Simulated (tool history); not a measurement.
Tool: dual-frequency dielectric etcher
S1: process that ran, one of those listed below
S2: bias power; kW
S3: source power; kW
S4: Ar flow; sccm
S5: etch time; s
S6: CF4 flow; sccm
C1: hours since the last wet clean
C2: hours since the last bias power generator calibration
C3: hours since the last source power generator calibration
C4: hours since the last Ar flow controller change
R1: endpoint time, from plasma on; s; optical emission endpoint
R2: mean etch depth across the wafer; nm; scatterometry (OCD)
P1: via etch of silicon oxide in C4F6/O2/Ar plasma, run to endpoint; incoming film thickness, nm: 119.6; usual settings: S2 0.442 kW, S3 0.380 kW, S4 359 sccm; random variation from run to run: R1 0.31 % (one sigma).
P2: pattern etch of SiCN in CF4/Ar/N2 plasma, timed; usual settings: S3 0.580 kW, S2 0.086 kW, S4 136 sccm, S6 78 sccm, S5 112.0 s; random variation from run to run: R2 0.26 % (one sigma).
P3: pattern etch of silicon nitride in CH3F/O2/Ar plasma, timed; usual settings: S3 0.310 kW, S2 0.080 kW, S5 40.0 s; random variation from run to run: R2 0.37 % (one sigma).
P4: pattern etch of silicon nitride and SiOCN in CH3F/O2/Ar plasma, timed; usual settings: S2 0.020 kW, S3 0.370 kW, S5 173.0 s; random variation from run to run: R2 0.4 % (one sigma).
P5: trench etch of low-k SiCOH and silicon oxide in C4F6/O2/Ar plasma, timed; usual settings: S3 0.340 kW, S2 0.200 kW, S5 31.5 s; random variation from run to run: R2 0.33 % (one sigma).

{"run": 1, "day": 0.367, "S1": "P1", "S2": 0.442, "S3": 0.38, "S4": 359, "C1": 161.7, "C2": 458.7, "C3": 3289.8, "C4": 469.9, "R1": 29.326}
{"run": 2, "day": 0.546, "S1": "P1", "S2": 0.442, "S3": 0.28, "S4": 299, "C1": 166.0, "C2": 463.0, "C3": 3294.1, "C4": 474.2, "R1": 32.182}
{"run": 3, "day": 0.746, "S1": "P1", "S2": 0.442, "S3": 0.24, "S4": 359, "C1": 170.8, "C2": 467.8, "C3": 3298.9, "C4": 479.0, "R1": 34.69}
{"run": 4, "day": 1.1, "S1": "P4", "S2": 0.02, "S3": 0.37, "S5": 173.0, "C1": 179.3, "C2": 476.3, "C3": 3307.4, "C4": 487.5, "R2": 21.844}
{"run": 5, "day": 1.504, "S1": "P3", "S2": 0.08, "S3": 0.31, "S5": 53.5, "C1": 189.0, "C2": 486.0, "C3": 3317.1, "C4": 497.2, "R2": 35.114}
{"run": 6, "day": 1.754, "S1": "P5", "S2": 0.2, "S3": 0.34, "S5": 31.5, "C1": 195.0, "C2": 492.0, "C3": 3323.1, "C4": 503.2, "R2": 95.495}
{"run": 7, "day": 1.992, "S1": "P3", "S2": 0.108, "S3": 0.31, "S5": 40.0, "C1": 200.7, "C2": 497.7, "C3": 3328.8, "C4": 508.9, "R2": 29.193}
{"run": 8, "day": 2.275, "S1": "P1", "S2": 0.442, "S3": 0.38, "S4": 359, "C1": 207.5, "C2": 504.5, "C3": 3335.6, "C4": 515.7, "R1": 29.158}
{"run": 9, "day": 2.533, "S1": "P2", "S2": 0.086, "S3": 0.4, "S4": 136, "S5": 112.0, "S6": 78, "C1": 213.7, "C2": 510.7, "C3": 3341.8, "C4": 521.9, "R2": 91.664}
{"day": 2.796, "done": "bias power generator calibrated"}
{"run": 10, "day": 2.933, "S1": "P1", "S2": 0.561, "S3": 0.38, "S4": 359, "C1": 223.3, "C2": 3.3, "C3": 3351.4, "C4": 531.5, "R1": 26.668}
{"run": 11, "day": 3.133, "S1": "P1", "S2": 0.442, "S3": 0.38, "S4": 359, "C1": 228.1, "C2": 8.1, "C3": 3356.2, "C4": 536.3, "R1": 29.203}
{"run": 12, "day": 3.538, "S1": "P1", "S2": 0.442, "S3": 0.38, "S4": 359, "C1": 237.8, "C2": 17.8, "C3": 3365.9, "C4": 546.0, "R1": 29.253}
{"run": 13, "day": 3.942, "S1": "P1", "S2": 0.442, "S3": 0.38, "S4": 499, "C1": 247.5, "C2": 27.5, "C3": 3375.6, "C4": 555.7, "R1": 30.391}
{"run": 14, "day": 4.175, "S1": "P4", "S2": 0.013, "S3": 0.37, "S5": 173.0, "C1": 253.1, "C2": 33.1, "C3": 3381.2, "C4": 561.3, "R2": 18.094}
{"run": 15, "day": 4.529, "S1": "P2", "S2": 0.086, "S3": 0.58, "S4": 136, "S5": 112.0, "S6": 106, "C1": 261.6, "C2": 41.6, "C3": 3389.7, "C4": 569.8, "R2": 132.77}
{"run": 16, "day": 4.925, "S1": "P1", "S2": 0.442, "S3": 0.53, "S4": 359, "C1": 271.1, "C2": 51.1, "C3": 3399.2, "C4": 579.3, "R1": 25.795}
{"run": 17, "day": 5.267, "S1": "P1", "S2": 0.442, "S3": 0.38, "S4": 359, "C1": 279.3, "C2": 59.3, "C3": 3407.4, "C4": 587.5, "R1": 29.275}
{"run": 18, "day": 5.467, "S1": "P2", "S2": 0.086, "S3": 0.58, "S4": 136, "S5": 112.0, "S6": 78, "C1": 284.1, "C2": 64.1, "C3": 3412.2, "C4": 592.3, "R2": 126.24}
{"run": 19, "day": 5.679, "S1": "P2", "S2": 0.086, "S3": 0.58, "S4": 136, "S5": 142.0, "S6": 78, "C1": 289.2, "C2": 69.2, "C3": 3417.3, "C4": 597.4, "R2": 160.0}
{"run": 20, "day": 5.971, "S1": "P1", "S2": 0.316, "S3": 0.46, "S4": 359, "C1": 296.2, "C2": 76.2, "C3": 3424.3, "C4": 604.4, "R1": 30.67}
{"run": 21, "day": 6.229, "S1": "P2", "S2": 0.086, "S3": 0.58, "S4": 136, "S5": 112.0, "S6": 78, "C1": 302.4, "C2": 82.4, "C3": 3430.5, "C4": 610.6, "R2": 126.5}
{"run": 22, "day": 6.525, "S1": "P2", "S2": 0.069, "S3": 0.58, "S4": 136, "S5": 112.0, "S6": 78, "C1": 309.5, "C2": 89.5, "C3": 3437.6, "C4": 617.7, "R2": 116.9}
{"day": 6.683, "done": "wet clean of the chamber"}
{"run": 23, "day": 6.904, "S1": "P3", "S2": 0.08, "S3": 0.24, "S5": 40.0, "C1": 5.4, "C2": 98.6, "C3": 3446.7, "C4": 626.8, "R2": 23.76}
{"run": 24, "day": 7.112, "S1": "P5", "S2": 0.12, "S3": 0.34, "S5": 31.5, "C1": 10.4, "C2": 103.6, "C3": 3451.7, "C4": 631.8, "R2": 81.618}

The next listed run, before its measurement:
{"run": 25, "day": 7.458, "S1": "P1", "S2": 0.442, "S3": 0.38, "S4": 285, "C1": 18.7, "C2": 111.9, "C3": 3460.0, "C4": 640.1, "R1": "?"}

{"run 25": {"R1": 28.554}}

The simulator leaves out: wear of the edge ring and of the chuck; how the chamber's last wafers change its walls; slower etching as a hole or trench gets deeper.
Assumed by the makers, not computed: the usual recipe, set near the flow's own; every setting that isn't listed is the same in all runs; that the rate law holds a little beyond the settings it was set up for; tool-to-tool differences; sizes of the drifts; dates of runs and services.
